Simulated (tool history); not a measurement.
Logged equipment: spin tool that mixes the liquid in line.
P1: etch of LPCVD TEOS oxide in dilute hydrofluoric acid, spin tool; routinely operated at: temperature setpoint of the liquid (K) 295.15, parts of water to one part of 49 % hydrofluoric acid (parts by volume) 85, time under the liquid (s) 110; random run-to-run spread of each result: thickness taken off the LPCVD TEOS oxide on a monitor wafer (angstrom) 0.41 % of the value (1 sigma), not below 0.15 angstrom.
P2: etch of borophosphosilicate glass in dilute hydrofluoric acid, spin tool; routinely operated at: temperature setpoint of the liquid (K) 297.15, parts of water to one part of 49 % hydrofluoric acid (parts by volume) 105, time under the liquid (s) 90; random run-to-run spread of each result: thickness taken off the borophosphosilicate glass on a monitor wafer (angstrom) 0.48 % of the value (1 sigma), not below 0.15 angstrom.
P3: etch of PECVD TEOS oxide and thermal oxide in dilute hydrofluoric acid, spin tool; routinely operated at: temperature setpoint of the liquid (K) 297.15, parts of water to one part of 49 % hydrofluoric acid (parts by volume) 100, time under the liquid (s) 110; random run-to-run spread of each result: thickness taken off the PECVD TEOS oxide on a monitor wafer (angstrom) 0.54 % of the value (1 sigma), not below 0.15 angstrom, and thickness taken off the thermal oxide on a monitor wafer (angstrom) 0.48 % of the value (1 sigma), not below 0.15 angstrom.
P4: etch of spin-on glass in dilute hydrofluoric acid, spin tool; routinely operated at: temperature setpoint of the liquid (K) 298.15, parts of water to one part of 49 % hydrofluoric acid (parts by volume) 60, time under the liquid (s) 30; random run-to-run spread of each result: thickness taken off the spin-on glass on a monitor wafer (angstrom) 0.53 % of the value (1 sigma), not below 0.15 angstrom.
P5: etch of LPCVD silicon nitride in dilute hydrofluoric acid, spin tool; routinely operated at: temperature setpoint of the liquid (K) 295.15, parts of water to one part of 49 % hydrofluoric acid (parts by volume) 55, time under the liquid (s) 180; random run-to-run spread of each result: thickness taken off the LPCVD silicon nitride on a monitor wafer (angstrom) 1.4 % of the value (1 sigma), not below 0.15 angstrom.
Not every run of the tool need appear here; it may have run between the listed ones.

run    day  process that ran  temperature setpoint of the liquid (K)  parts of water to one part of 49 % hydrofluoric acid (parts by volume)  time under the liquid (s)  thickness taken off the LPCVD TEOS oxide on a monitor wafer (angstrom)  thickness taken off the PECVD TEOS oxide on a monitor wafer (angstrom)  thickness taken off the thermal oxide on a monitor wafer (angstrom)  thickness taken off the LPCVD silicon nitride on a monitor wafer (angstrom)  thickness taken off the spin-on glass on a monitor wafer (angstrom)  thickness taken off the borophosphosilicate glass on a monitor wafer (angstrom)
  1  0.396                P1                                  295.15                                                                      85                        110                                                                 435.280
  2  0.925                P3                                  297.15                                                                     100                        110                                                                                                                                         183.510                                                               53.598
  3  1.279                P5                                  295.15                                                                      55                        180                                                                                                                                                                                                                                                                                            14.476
  4  1.733                P1                                  300.65                                                                      85                        110                                                                 544.150
  5  2.258                P5                                  295.15                                                                      20                        180                                                                                                                                                                                                                                                                                            38.107
  6  2.588                P4                                  302.15                                                                      60                         30                                                                                                                                                                                                                                                                                                                                                                 341.94
  7  3.021                P1                                  295.15                                                                     135                        110                                                                 259.310
  8  3.488                P5                                  290.65                                                                      55                        180                                                                                                                                                                                                                                                                                            10.710
  9  3.958                P2                                  297.15                                                                     105                         15                                                                                                                                                                                                                                                                                                                                                                                                                                                  54.119
 10  4.392                P1                                  295.15                                                                      85                        110                                                                 439.440
 11  4.671                P1                                  290.15                                                                      85                        110                                                                 354.300
 12  5.046                P1                                  295.15                                                                      85                        190                                                                 748.390
 13  5.475                P3                                  297.15                                                                     185                        110                                                                                                                                          90.428                                                               26.037
 14  5.775                P3                                  304.15                                                                     100                        110                                                                                                                                         240.990                                                               70.659
 15  6.267                P5                                  295.15                                                                      55                        355                                                                                                                                                                                                                                                                                            27.816
 16  6.754                P1                                  295.15                                                                      35                        110                                                                1128.400
 17  7.071                P5                                  295.15                                                                      55                        180                                                                                                                                                                                                                                                                                            14.034
 18  7.567                P1                                  295.15                                                                     145                         25                                                                  54.495
     7.642  -- hydrofluoric acid flow meter replaced
 19  7.838                P2                                  297.15                                                                     105                         90                                                                                                                                                                                                                                                                                                                                                                                                                                                 324.480
 20  8.296                P1                                  295.15                                                                      85                        110                                                                 436.680
 21  8.738                P1                                  300.15                                                                      85                         30                                                                 145.840
 22  9.267                P1                                  295.15                                                                      85                        110                                                                 439.130
 23  9.812                P4                                  298.15                                                                      60                         30                                                                                                                                                                                                                                                                                                                                                                 293.03

What will run 24 give?
 24  10.067                P2                                  297.15                                                                     105                         90                                                                                                                                                                                                                                                                                                                                                                                                                                                       ?

Run 24 came out at thickness taken off the borophosphosilicate glass on a monitor wafer (angstrom) 324.910.

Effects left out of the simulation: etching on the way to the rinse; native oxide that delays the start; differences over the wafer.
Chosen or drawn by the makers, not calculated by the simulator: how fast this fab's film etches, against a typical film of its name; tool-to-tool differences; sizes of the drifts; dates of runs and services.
